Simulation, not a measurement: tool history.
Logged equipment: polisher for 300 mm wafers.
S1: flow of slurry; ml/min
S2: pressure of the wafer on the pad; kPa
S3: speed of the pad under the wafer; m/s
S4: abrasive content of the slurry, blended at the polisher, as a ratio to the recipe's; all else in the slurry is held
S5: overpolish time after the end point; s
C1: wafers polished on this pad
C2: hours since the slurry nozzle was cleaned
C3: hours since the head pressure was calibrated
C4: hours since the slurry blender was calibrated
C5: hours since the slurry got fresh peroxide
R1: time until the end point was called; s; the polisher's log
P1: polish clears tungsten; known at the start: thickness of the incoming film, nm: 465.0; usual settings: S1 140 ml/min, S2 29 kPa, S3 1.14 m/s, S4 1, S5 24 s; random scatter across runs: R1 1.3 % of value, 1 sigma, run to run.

run,day,S1,S2,S3,S4,S5,C1,C2,C3,C4,C5,R1
1,0.238,140,29,1.14,1,24,405,88.1,106.1,155,43.7,78.178
2,0.558,140,29,1.14,0.7,24,443,95.8,113.8,162.7,51.4,86.789
3,0.888,185,29,1.14,1,24,481,103.7,121.7,170.6,59.3,75.382
4,1.296,140,38.6,1.14,0.8,24,529,113.5,131.5,180.4,69.1,61.736
5,1.679,140,44.8,1.14,1,24,573,122.7,140.7,189.6,78.3,51.667
6,2.138,140,29,0.84,0.75,24,627,133.7,151.7,200.6,89.3,113.13
7,2.408,140,29,0.6,1,24,659,140.2,158.2,207.1,95.8,150.6
8,2.788,140,29,1.14,1,47,703,149.3,167.3,216.2,104.9,78.975
9,3.088,85,17.2,1.14,1,24,738,156.5,174.5,223.4,112.1,148.66
10,3.312,140,29,1.14,1,24,764,161.9,179.9,228.8,117.5,77.748
11,3.642,140,29,1.14,1,24,803,169.8,187.8,236.7,125.4,77.212
12,3.925,140,29,1.6,1,24,836,176.6,194.6,243.5,132.2,55.101
13,4.162,140,29,1.14,1,24,863,182.3,200.3,249.2,137.9,78.734
14,4.667,140,29,1.14,1,7,922,194.4,212.4,261.3,150,77.844
15,5.067,85,29,1.14,1,24,969,204,222,270.9,159.6,87.22
16,5.346,140,29,1.14,1.4,24,1002,210.7,228.7,277.6,166.3,73.669
17,5.683,140,15.9,1.14,1,24,1041,218.8,236.8,285.7,174.4,142.55
18,5.967,140,29,1.14,1,24,1074,225.6,243.6,292.5,181.2,79.587
19,6.379,140,29,1.14,1,24,1122,235.5,253.5,302.4,191.1,81.426
20,6.867,140,29,1.14,1,24,1179,247.2,265.2,314.1,202.8,83.732
# day 7.096: slurry blender recalibrated
21,7.329,140,29,1.14,1,24,1233,258.3,276.3,5.6,213.9,84.956
# day 7.583: slurry tank refilled with fresh slurry and peroxide
22,7.667,140,29,1.14,1,24,1273,266.4,284.4,13.7,2.1,83.04
# day 7.688: head pressure recalibrated
23,8.058,140,29,1.14,1,24,1318,275.8,9,23.1,11.5,84.788
24,8.379,140,29,1.14,1,24,1356,283.5,16.7,30.8,19.2,85.341

What P1 gives has crept off from where it sat before. The 2 causes that follow fit the log equally well, each at the size noted:
A: removal rate lost through wear of the pad, % = 7.66
B: slurry flow missing at the pad, % = 30.7
The onset of the drift is placed at about day 5.967.
All other causes, with the reason each is excluded:
head's pressure below its setpoint, %: maintenance at day 7.688, after the shift began, did not return the process to its former output
abrasive missing from the slurry, %: maintenance at day 7.096, after the shift began, did not return the process to its former output
peroxide lost from the slurry, %: maintenance at day 7.583, after the shift began, did not return the process to its former output

Below are 4 check runs, each averaged over 5 wafers, with their results shown as question marks. Which of them would give clearly different results depending on which cause is behind the drift?
check 1,8.7,140,43.4,1.14,1,7,,,,,,?
check 2,8.7,140,29,0.76,1,24,,,,,,?
check 3,8.7,85,29,1.14,1,24,,,,,,?
check 4,8.7,170,29,1.14,1.35,24,,,,,,?

If the cause were each of the candidates in turn, the checks would give the following:
check,result,if A,if B
check 1,R1,56.546,56.554
check 2,R1,127.23,127.25
check 3,R1,95.217,99.446
check 4,R1,76.393,75.424
Per check, the gap between the least separated pair of causes, taken in the result that splits them most: check 1 0.01 %; check 2 0.01 %; check 3 4.35 %; check 4 1.28 %
Only check 3 tells the causes apart: in the others they would give nearly the same result.

Here is what check 3 returned: R1 100.36 s. Which cause is it?

The cause is B: slurry flow missing at the pad, %.
